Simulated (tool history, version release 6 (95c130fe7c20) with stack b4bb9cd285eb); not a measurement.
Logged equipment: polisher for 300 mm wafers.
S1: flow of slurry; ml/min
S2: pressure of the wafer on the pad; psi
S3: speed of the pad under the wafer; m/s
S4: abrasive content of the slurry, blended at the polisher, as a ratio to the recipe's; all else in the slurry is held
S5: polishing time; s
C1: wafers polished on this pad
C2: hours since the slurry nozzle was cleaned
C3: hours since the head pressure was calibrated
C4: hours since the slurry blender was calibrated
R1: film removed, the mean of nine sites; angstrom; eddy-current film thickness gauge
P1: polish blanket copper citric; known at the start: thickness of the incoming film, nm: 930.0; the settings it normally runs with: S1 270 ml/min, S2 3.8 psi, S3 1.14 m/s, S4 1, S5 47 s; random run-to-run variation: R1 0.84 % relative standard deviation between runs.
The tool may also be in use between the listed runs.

run   hour   S1   S2    S3    S4  S5    C1     C2     C3     C4      R1
  1    7.3  270  3.8  1.14     1  47   921  105.8    489  323.4  1613.6
  2   14.3  270  5.3  1.74     1  47   978  112.8    496  330.4  3443.4
  3   21.6  335  3.8  1.14  0.75  47  1038  120.1  503.3  337.7  1523.6
  4     28  270  3.8  1.14   0.7  47  1090  126.5  509.7  344.1  1470.5
  5   31.6  270  3.8  1.14     1  47  1119  130.1  513.3  347.7  1626.7
  6   38.4  270  3.8  1.14     1  47  1175  136.9  520.1  354.5  1599.2
  7   42.6  270  3.8  0.56     1  47  1209  141.1  524.3  358.7  798.28
  8   47.4  270  3.8  1.14  1.45  47  1248  145.9  529.1  363.5  1769.1
  9   51.2  160  3.8  1.14     1  47  1279  149.7  532.9  367.3  1499.6
 10   55.3  270  3.8  1.14     1  47  1312  153.8    537  371.4  1606.7
 11   62.1  270  3.8  1.14     1  74  1368  160.6  543.8  378.2  2512.1
 12   69.6  270  3.8   1.8     1  47  1429  168.1  551.3  385.7  2533.1
 13   75.4  270  3.8  1.14     1  47  1476  173.9  557.1  391.5  1596.5
 14     80  270  2.7  1.14     1  47  1513  178.5  561.7  396.1  1129.7
 15   83.5  270  3.8  1.14     1  47  1542    182  565.2  399.6  1607.4
 16   90.8  270  5.1  1.14     1  47  1601  189.3  572.5  406.9  2163.2
 17   94.7  270  3.8  1.14     1  25  1633  193.2  576.4  410.8  857.72
 18   98.3  345  3.8  1.14     1  47  1662  196.8    580  414.4  1658.6
 19  105.2  270  3.8  1.14     1  47  1719  203.7  586.9  421.3  1609.7
 20  108.9  270  3.8  1.14     1  47  1749  207.4  590.6    425  1559.1
 21    114  270  3.8  1.14     1  47  1790  212.5  595.7  430.1  1517.1
 22  121.4  270  3.8  1.14     1  47  1850  219.9  603.1  437.5  1547.2
     124.5  -- slurry blender recalibrated
     126.3  -- worn pad replaced by a new one
 23  128.9  270  3.8  1.14     1  47    21  227.4  610.6    4.5  1496.9
 24  134.3  270  3.8  1.14     1  47    65  232.8    616    9.9  1498.7
 25  138.6  270  3.8  1.14     1  47   100  237.1  620.3   14.2  1522.6
 26    146  270  3.8  1.14     1  47   161  244.5  627.7   21.6  1521.4
 27  152.8  270  3.8  1.14     1  47   216  251.3  634.5   28.4  1521.3

What P1 gives has crept away from where it was. These 2 causes fit the log equally well, each at the size given:
A: head's pressure below its setpoint, % = 6.29
B: slurry flow missing at the pad, % = 39.4
Onset of the creep was near hour 105.2.
The rest of the possible causes, and what rules out each one:
removal rate lost through wear of the pad, %: serviced after onset, at hour 126.3, with no recovery of the prior output
abrasive missing from the slurry, %: serviced after onset, at hour 124.5, with no recovery of the prior output

Consider the 4 check runs below, whose results appear as question marks and each of which averages 3 wafers. Which one distinguishes the causes, in that each cause would give it a clearly different result?
check 1  159.6  270  3.8  1.14   1.3  47                   ?
check 2  159.6  160  3.8  0.84     1  47                   ?
check 3  159.6  270  3.8  1.14  0.75  26                   ?
check 4  159.6  270  3.8  1.72     1  71                   ?

How each check would come out, cause by cause:
  check  result    if A    if B
check 1      R1  1591.3  1591.3
check 2      R1  1041.8    1001
check 3      R1  782.56  782.56
check 4      R1  3404.9  3406.2
Smallest distance between any two causes, each pair judged by its most separating result, in per cent: check 1 0 %; check 2 4 %; check 3 0 %; check 4 0.04 %
Only in check 2 would the causes give clearly different results; in the remaining checks their results would be nearly the same.

Check 2 was then run and gave: R1 1037.9 angstrom. Which cause is it?

A is the cause: head's pressure below its setpoint, %.

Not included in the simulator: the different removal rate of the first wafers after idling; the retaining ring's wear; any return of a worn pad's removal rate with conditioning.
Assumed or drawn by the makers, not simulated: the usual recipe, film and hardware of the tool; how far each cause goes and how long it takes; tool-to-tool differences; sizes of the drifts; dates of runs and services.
